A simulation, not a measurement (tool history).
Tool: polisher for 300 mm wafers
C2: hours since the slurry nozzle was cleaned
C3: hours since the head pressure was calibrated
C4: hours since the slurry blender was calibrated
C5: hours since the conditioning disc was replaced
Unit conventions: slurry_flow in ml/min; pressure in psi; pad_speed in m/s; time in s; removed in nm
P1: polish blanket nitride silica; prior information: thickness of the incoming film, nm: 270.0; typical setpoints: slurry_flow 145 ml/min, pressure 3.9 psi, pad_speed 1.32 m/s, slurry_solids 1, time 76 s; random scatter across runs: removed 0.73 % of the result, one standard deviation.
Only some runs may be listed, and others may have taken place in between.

Run 1, day 0.462: slurry_flow 145 ml/min, pressure 3.9 psi, pad_speed 1.32 m/s, slurry_solids 1, time 76 s; wafers polished on this pad 942; C2 86.7; C3 135.6; C4 121.7; C5 112.2. Result: removed 60.146 nm.
Run 2, day 0.688: slurry_flow 145 ml/min, pressure 3.9 psi, pad_speed 1.32 m/s, slurry_solids 1, time 38 s; wafers polished on this pad 992; C2 92.1; C3 141; C4 127.1; C5 117.6. Result: removed 29.716 nm.
Run 3, day 1.108: slurry_flow 145 ml/min, pressure 3.9 psi, pad_speed 1.32 m/s, slurry_solids 1, time 76 s; wafers polished on this pad 1084; C2 102.2; C3 151.1; C4 137.2; C5 127.7. Result: removed 60.142 nm.
Run 4, day 1.638: slurry_flow 190 ml/min, pressure 5.9 psi, pad_speed 1.32 m/s, slurry_solids 1, time 76 s; wafers polished on this pad 1201; C2 114.9; C3 163.8; C4 149.9; C5 140.4. Result: removed 94.219 nm.
Run 5, day 2.104: slurry_flow 145 ml/min, pressure 3.9 psi, pad_speed 1.32 m/s, slurry_solids 1, time 76 s; wafers polished on this pad 1303; C2 126.1; C3 175; C4 161.1; C5 151.6. Result: removed 59.243 nm.
Run 6, day 2.604: slurry_flow 145 ml/min, pressure 3.9 psi, pad_speed 2.08 m/s, slurry_solids 1, time 76 s; wafers polished on this pad 1413; C2 138.1; C3 187; C4 173.1; C5 163.6. Result: removed 86.725 nm.
Run 7, day 3.112: slurry_flow 145 ml/min, pressure 3.9 psi, pad_speed 1.32 m/s, slurry_solids 1, time 116 s; wafers polished on this pad 1525; C2 150.3; C3 199.2; C4 185.3; C5 175.8. Result: removed 90.31 nm.
Run 8, day 3.546: slurry_flow 145 ml/min, pressure 1.9 psi, pad_speed 1.32 m/s, slurry_solids 1, time 76 s; wafers polished on this pad 1620; C2 160.7; C3 209.6; C4 195.7; C5 186.2. Result: removed 29.042 nm.
Run 9, day 4.038: slurry_flow 85 ml/min, pressure 3.9 psi, pad_speed 1.32 m/s, slurry_solids 1, time 76 s; wafers polished on this pad 1729; C2 172.5; C3 221.4; C4 207.5; C5 198. Result: removed 52.872 nm.
Run 10, day 4.379: slurry_flow 145 ml/min, pressure 3.9 psi, pad_speed 0.84 m/s, slurry_solids 1, time 76 s; wafers polished on this pad 1804; C2 180.7; C3 229.6; C4 215.7; C5 206.2. Result: removed 42.013 nm.
At day 4.621: worn pad replaced by a new one.
Run 11, day 4.654: slurry_flow 145 ml/min, pressure 5.3 psi, pad_speed 1.32 m/s, slurry_solids 1, time 76 s; wafers polished on this pad 7; C2 187.3; C3 236.2; C4 222.3; C5 212.8. Result: removed 81.88 nm.
Run 12, day 5.15: slurry_flow 200 ml/min, pressure 3.9 psi, pad_speed 1.32 m/s, slurry_solids 1, time 76 s; wafers polished on this pad 117; C2 199.2; C3 248.1; C4 234.2; C5 224.7. Result: removed 63.389 nm.
At day 5.275: slurry blender recalibrated.
Run 13, day 5.512: slurry_flow 145 ml/min, pressure 3.9 psi, pad_speed 1.32 m/s, slurry_solids 1, time 76 s; wafers polished on this pad 196; C2 207.9; C3 256.8; C4 5.8; C5 233.4. Result: removed 59.896 nm.

Estimate the outcome of run 14 from the log above:
Run 14, day 6.033: slurry_flow 145 ml/min, pressure 3.9 psi, pad_speed 1.32 m/s, slurry_solids 1.4, time 76 s; wafers polished on this pad 311; C2 220.4; C3 269.3; C4 18.3; C5 245.9. Result: removed ?.

removed: 68.257 nm
